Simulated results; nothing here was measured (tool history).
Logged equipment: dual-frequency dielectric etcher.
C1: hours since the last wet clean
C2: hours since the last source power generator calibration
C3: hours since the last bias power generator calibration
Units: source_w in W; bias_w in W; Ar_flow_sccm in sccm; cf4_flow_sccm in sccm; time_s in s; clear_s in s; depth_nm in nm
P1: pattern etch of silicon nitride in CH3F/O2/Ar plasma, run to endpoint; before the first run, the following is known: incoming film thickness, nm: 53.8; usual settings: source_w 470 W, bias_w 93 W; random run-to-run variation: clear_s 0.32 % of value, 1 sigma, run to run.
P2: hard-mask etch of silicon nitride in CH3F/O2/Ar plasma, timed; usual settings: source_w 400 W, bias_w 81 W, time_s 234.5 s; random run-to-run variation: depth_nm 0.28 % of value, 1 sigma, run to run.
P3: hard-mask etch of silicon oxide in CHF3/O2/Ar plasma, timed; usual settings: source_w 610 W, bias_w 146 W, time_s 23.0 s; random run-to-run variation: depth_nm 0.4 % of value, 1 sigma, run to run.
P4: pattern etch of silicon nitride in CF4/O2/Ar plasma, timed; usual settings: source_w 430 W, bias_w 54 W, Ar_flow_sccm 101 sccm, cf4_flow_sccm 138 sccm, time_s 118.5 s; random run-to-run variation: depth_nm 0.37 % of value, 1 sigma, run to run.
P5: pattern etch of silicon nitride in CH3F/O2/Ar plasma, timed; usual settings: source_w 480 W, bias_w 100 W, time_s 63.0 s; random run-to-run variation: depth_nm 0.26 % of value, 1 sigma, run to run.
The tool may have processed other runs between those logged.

Run 1, day 0.192: process P1, source_w 470 W, bias_w 93 W; C1 76.4; C2 1476.6; C3 3328.3. Result: clear_s 66.975 s.
Run 2, day 0.342: process P4, source_w 430 W, bias_w 36 W, Ar_flow_sccm 101 sccm, cf4_flow_sccm 138 sccm, time_s 118.5 s; C1 80.0; C2 1480.2; C3 3331.9. Result: depth_nm 184.370 nm.
Run 3, day 0.475: process P2, source_w 400 W, bias_w 81 W, time_s 329.5 s; C1 83.2; C2 1483.4; C3 3335.1. Result: depth_nm 231.500 nm.
Run 4, day 0.683: process P2, source_w 400 W, bias_w 96 W, time_s 234.5 s; C1 88.2; C2 1488.4; C3 3340.1. Result: depth_nm 175.250 nm.
Run 5, day 0.900: process P4, source_w 430 W, bias_w 54 W, Ar_flow_sccm 101 sccm, cf4_flow_sccm 91 sccm, time_s 118.5 s; C1 93.4; C2 1493.6; C3 3345.3. Result: depth_nm 203.200 nm.
Run 6, day 1.108: process P4, source_w 430 W, bias_w 54 W, Ar_flow_sccm 101 sccm, cf4_flow_sccm 138 sccm, time_s 118.5 s; C1 98.4; C2 1498.6; C3 3350.3. Result: depth_nm 213.070 nm.
Run 7, day 1.292: process P1, source_w 620 W, bias_w 108 W; C1 102.8; C2 1503.0; C3 3354.7. Result: clear_s 57.714 s.
Run 8, day 1.438: process P3, source_w 610 W, bias_w 110 W, time_s 23.0 s; C1 106.3; C2 1506.5; C3 3358.2. Result: depth_nm 38.362 nm.
Run 9, day 1.679: process P1, source_w 470 W, bias_w 93 W; C1 112.1; C2 1512.3; C3 3364.0. Result: clear_s 67.392 s.
Run 10, day 1.825: process P3, source_w 610 W, bias_w 146 W, time_s 23.0 s; C1 115.6; C2 1515.8; C3 3367.5. Result: depth_nm 41.986 nm.
Run 11, day 1.996: process P5, source_w 620 W, bias_w 100 W, time_s 63.0 s; C1 119.7; C2 1519.9; C3 3371.6. Result: depth_nm 57.915 nm.
Run 12, day 2.217: process P5, source_w 480 W, bias_w 76 W, time_s 63.0 s; C1 125.0; C2 1525.2; C3 3376.9. Result: depth_nm 48.048 nm.
Run 13, day 2.412: process P1, source_w 580 W, bias_w 113 W; C1 129.7; C2 1529.9; C3 3381.6. Result: clear_s 57.856 s.
Run 14, day 2.575: process P3, source_w 760 W, bias_w 146 W, time_s 23.0 s; C1 133.6; C2 1533.8; C3 3385.5. Result: depth_nm 45.921 nm.
Run 15, day 2.733: process P1, source_w 470 W, bias_w 126 W; C1 137.4; C2 1537.6; C3 3389.3. Result: clear_s 60.188 s.
Run 16, day 2.917: process P1, source_w 350 W, bias_w 93 W; C1 141.8; C2 1542.0; C3 3393.7. Result: clear_s 75.346 s.
Run 17, day 3.162: process P1, source_w 470 W, bias_w 93 W; C1 147.7; C2 1547.9; C3 3399.6. Result: clear_s 67.256 s.
Run 18, day 3.379: process P1, source_w 470 W, bias_w 93 W; C1 152.9; C2 1553.1; C3 3404.8. Result: clear_s 67.343 s.
Run 19, day 3.588: process P4, source_w 260 W, bias_w 54 W, Ar_flow_sccm 101 sccm, cf4_flow_sccm 138 sccm, time_s 118.5 s; C1 157.9; C2 1558.1; C3 3409.8. Result: depth_nm 136.600 nm.
Run 20, day 3.783: process P2, source_w 400 W, bias_w 81 W, time_s 234.5 s; C1 162.6; C2 1562.8; C3 3414.5. Result: depth_nm 164.930 nm.
Run 21, day 3.954: process P2, source_w 320 W, bias_w 81 W, time_s 234.5 s; C1 166.7; C2 1566.9; C3 3418.6. Result: depth_nm 151.000 nm.
Run 22, day 4.133: process P5, source_w 480 W, bias_w 100 W, time_s 46.5 s; C1 171.0; C2 1571.2; C3 3422.9. Result: depth_nm 39.062 nm.
Run 23, day 4.246: process P5, source_w 480 W, bias_w 100 W, time_s 63.0 s; C1 173.7; C2 1573.9; C3 3425.6. Result: depth_nm 53.213 nm.
Run 24, day 4.492: process P3, source_w 610 W, bias_w 146 W, time_s 33.0 s; C1 179.6; C2 1579.8; C3 3431.5. Result: depth_nm 60.602 nm.
Run 25, day 4.621: process P4, source_w 430 W, bias_w 54 W, Ar_flow_sccm 130 sccm, cf4_flow_sccm 138 sccm, time_s 118.5 s; C1 182.7; C2 1582.9; C3 3434.6. Result: depth_nm 207.630 nm.
Run 26, day 4.858: process P3, source_w 610 W, bias_w 146 W, time_s 23.0 s; C1 188.4; C2 1588.6; C3 3440.3. Result: depth_nm 42.110 nm.
Run 27, day 4.996: process P1, source_w 470 W, bias_w 93 W; C1 191.7; C2 1591.9; C3 3443.6. Result: clear_s 67.199 s.
Run 28, day 5.138: process P1, source_w 470 W, bias_w 93 W; C1 195.1; C2 1595.3; C3 3447.0. Result: clear_s 67.072 s.
Run 29, day 5.296: process P1, source_w 570 W, bias_w 93 W; C1 198.9; C2 1599.1; C3 3450.8. Result: clear_s 62.599 s.
Run 30, day 5.412: process P4, source_w 430 W, bias_w 54 W, Ar_flow_sccm 101 sccm, cf4_flow_sccm 138 sccm, time_s 65.0 s; C1 201.7; C2 1601.9; C3 3453.6. Result: depth_nm 116.490 nm.
Run 31, day 5.638: process P1, source_w 470 W, bias_w 62 W; C1 207.1; C2 1607.3; C3 3459.0. Result: clear_s 76.842 s.
Run 32, day 5.821: process P1, source_w 470 W, bias_w 93 W; C1 211.5; C2 1611.7; C3 3463.4. Result: clear_s 67.090 s.
Run 33, day 6.021: process P1, source_w 470 W, bias_w 93 W; C1 216.3; C2 1616.5; C3 3468.2. Result: clear_s 66.825 s.
Run 34, day 6.175: process P1, source_w 470 W, bias_w 93 W; C1 220.0; C2 1620.2; C3 3471.9. Result: clear_s 66.674 s.
Run 35, day 6.400: process P1, source_w 470 W, bias_w 93 W; C1 225.4; C2 1625.6; C3 3477.3. Result: clear_s 66.217 s.
At day 6.542: wet clean of the chamber.
Run 36, day 6.612: process P1, source_w 470 W, bias_w 93 W; C1 1.7; C2 1630.7; C3 3482.4. Result: clear_s 66.394 s.
Run 37, day 6.854: process P1, source_w 470 W, bias_w 93 W; C1 7.5; C2 1636.5; C3 3488.2. Result: clear_s 66.404 s.
Run 38, day 7.092: process P1, source_w 470 W, bias_w 93 W; C1 13.2; C2 1642.2; C3 3493.9. Result: clear_s 66.174 s.
Run 39, day 7.304: process P1, source_w 470 W, bias_w 93 W; C1 18.3; C2 1647.3; C3 3499.0. Result: clear_s 66.465 s.
Run 40, day 7.525: process P1, source_w 470 W, bias_w 93 W; C1 23.6; C2 1652.6; C3 3504.3. Result: clear_s 66.415 s.
Run 41, day 7.675: process P1, source_w 470 W, bias_w 93 W; C1 27.2; C2 1656.2; C3 3507.9. Result: clear_s 66.712 s.
Run 42, day 7.871: process P1, source_w 470 W, bias_w 93 W; C1 31.9; C2 1660.9; C3 3512.6. Result: clear_s 66.108 s.

Compared with where it was, what P1 gives has crept away. Each cause listed below fits the log as well as the rest, at the size given for it:
A: bias power that arrives over what is set, % = 4.62
B: source power that arrives over what is set, % = 4.42
The drift started at roughly day 5.821.
Other possible causes, and why each is ruled out:
chamber walls in a state that raises the etch rate, %: was serviced at day 6.542, once the creep was under way, yet the earlier output never came back

Which of the 4 check runs listed below, each an average over 2 wafers with its results shown as question marks, gives clearly different results under the different listed causes?
Run check 1, day 8.067: process P3, source_w 610 W, bias_w 146 W, time_s 23.0 s. Result: depth_nm ?.
Run check 2, day 8.067: process P4, source_w 430 W, bias_w 54 W, Ar_flow_sccm 101 sccm, cf4_flow_sccm 138 sccm, time_s 118.5 s. Result: depth_nm ?.
Run check 3, day 8.067: process P2, source_w 400 W, bias_w 81 W, time_s 234.5 s. Result: depth_nm ?.
Run check 4, day 8.067: process P5, source_w 480 W, bias_w 100 W, time_s 63.0 s. Result: depth_nm ?.

What each check would give under each cause:
  check    result     if A     if B
check 1  depth_nm   42.674   42.767
check 2  depth_nm  216.150  220.720
check 3  depth_nm  167.370  167.420
check 4  depth_nm   53.803   53.788
Distance between the nearest two causes, measured in the result of the check that separates them most: check 1 0.22 %; check 2 2.09 %; check 3 0.03 %; check 4 0.03 %
The causes can be told apart only by check 2. The other checks would give nearly the same results under each of them.

With check 2 done, the readings were: depth_nm 220.550 nm. Identify which of the listed causes applies.

The cause is B: source power that arrives over what is set, %.

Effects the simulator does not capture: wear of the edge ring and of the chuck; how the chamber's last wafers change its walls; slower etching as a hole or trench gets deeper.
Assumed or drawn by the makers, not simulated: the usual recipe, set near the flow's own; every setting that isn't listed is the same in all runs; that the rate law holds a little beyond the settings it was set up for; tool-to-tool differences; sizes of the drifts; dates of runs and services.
